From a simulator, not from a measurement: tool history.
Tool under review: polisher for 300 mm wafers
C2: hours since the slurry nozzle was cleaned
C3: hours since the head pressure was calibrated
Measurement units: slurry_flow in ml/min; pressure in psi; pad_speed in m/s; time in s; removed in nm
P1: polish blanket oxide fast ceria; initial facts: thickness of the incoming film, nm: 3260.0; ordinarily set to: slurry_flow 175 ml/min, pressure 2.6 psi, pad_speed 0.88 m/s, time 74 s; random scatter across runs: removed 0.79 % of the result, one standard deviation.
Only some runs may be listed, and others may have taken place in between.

{"run": 1, "hour": 5.1, "slurry_flow": 175, "pressure": 2.6, "pad_speed": 0.88, "time": 74, "wafers polished on this pad": 569, "C2": 206.1, "C3": 81.8, "removed": 817.81}
{"run": 2, "hour": 9.4, "slurry_flow": 175, "pressure": 2.6, "pad_speed": 0.5, "time": 74, "wafers polished on this pad": 596, "C2": 210.4, "C3": 86.1, "removed": 464.45}
{"run": 3, "hour": 12.8, "slurry_flow": 175, "pressure": 2.6, "pad_speed": 0.88, "time": 118, "wafers polished on this pad": 618, "C2": 213.8, "C3": 89.5, "removed": 1280.8}
{"run": 4, "hour": 17.8, "slurry_flow": 175, "pressure": 4.0, "pad_speed": 0.88, "time": 74, "wafers polished on this pad": 649, "C2": 218.8, "C3": 94.5, "removed": 1250.4}
{"run": 5, "hour": 23.5, "slurry_flow": 175, "pressure": 2.6, "pad_speed": 0.88, "time": 74, "wafers polished on this pad": 685, "C2": 224.5, "C3": 100.2, "removed": 826.45}
{"run": 6, "hour": 26.3, "slurry_flow": 175, "pressure": 2.6, "pad_speed": 0.88, "time": 74, "wafers polished on this pad": 703, "C2": 227.3, "C3": 103.0, "removed": 802.6}
{"run": 7, "hour": 30.2, "slurry_flow": 175, "pressure": 2.6, "pad_speed": 0.88, "time": 52, "wafers polished on this pad": 727, "C2": 231.2, "C3": 106.9, "removed": 567.98}
{"run": 8, "hour": 35.4, "slurry_flow": 175, "pressure": 2.6, "pad_speed": 1.34, "time": 74, "wafers polished on this pad": 760, "C2": 236.4, "C3": 112.1, "removed": 1236.5}
{"run": 9, "hour": 38.3, "slurry_flow": 175, "pressure": 2.6, "pad_speed": 1.1, "time": 33, "wafers polished on this pad": 778, "C2": 239.3, "C3": 115.0, "removed": 452.11}
{"run": 10, "hour": 42.3, "slurry_flow": 175, "pressure": 1.5, "pad_speed": 0.88, "time": 74, "wafers polished on this pad": 804, "C2": 243.3, "C3": 119.0, "removed": 466.96}
{"run": 11, "hour": 46.6, "slurry_flow": 240, "pressure": 2.6, "pad_speed": 0.88, "time": 74, "wafers polished on this pad": 831, "C2": 247.6, "C3": 123.3, "removed": 847.32}
{"run": 12, "hour": 51.6, "slurry_flow": 175, "pressure": 2.6, "pad_speed": 0.88, "time": 74, "wafers polished on this pad": 862, "C2": 252.6, "C3": 128.3, "removed": 813.04}
{"run": 13, "hour": 55.3, "slurry_flow": 105, "pressure": 2.6, "pad_speed": 0.88, "time": 74, "wafers polished on this pad": 886, "C2": 256.3, "C3": 132.0, "removed": 732.02}
{"run": 14, "hour": 58.7, "slurry_flow": 175, "pressure": 2.6, "pad_speed": 0.88, "time": 74, "wafers polished on this pad": 907, "C2": 259.7, "C3": 135.4, "removed": 813.94}
{"run": 15, "hour": 61.6, "slurry_flow": 175, "pressure": 2.6, "pad_speed": 0.88, "time": 74, "wafers polished on this pad": 925, "C2": 262.6, "C3": 138.3, "removed": 796.97}
{"run": 16, "hour": 64.7, "slurry_flow": 175, "pressure": 2.6, "pad_speed": 0.88, "time": 74, "wafers polished on this pad": 945, "C2": 265.7, "C3": 141.4, "removed": 795.35}
{"run": 17, "hour": 69.8, "slurry_flow": 175, "pressure": 2.6, "pad_speed": 0.88, "time": 74, "wafers polished on this pad": 977, "C2": 270.8, "C3": 146.5, "removed": 779.0}
{"run": 18, "hour": 74.3, "slurry_flow": 175, "pressure": 2.6, "pad_speed": 0.88, "time": 74, "wafers polished on this pad": 1005, "C2": 275.3, "C3": 151.0, "removed": 769.21}
{"hour": 76.9, "done": "head pressure recalibrated"}
{"run": 19, "hour": 79.5, "slurry_flow": 175, "pressure": 2.6, "pad_speed": 0.88, "time": 74, "wafers polished on this pad": 1038, "C2": 280.5, "C3": 2.6, "removed": 760.98}

Run 20, settings as shown, results not yet in. Your forecast:
{"run": 20, "hour": 84.6, "slurry_flow": 175, "pressure": 2.6, "pad_speed": 0.88, "time": 74, "wafers polished on this pad": 1070, "C2": 285.6, "C3": 7.7, "removed": "?"}

removed: 767.45 nm
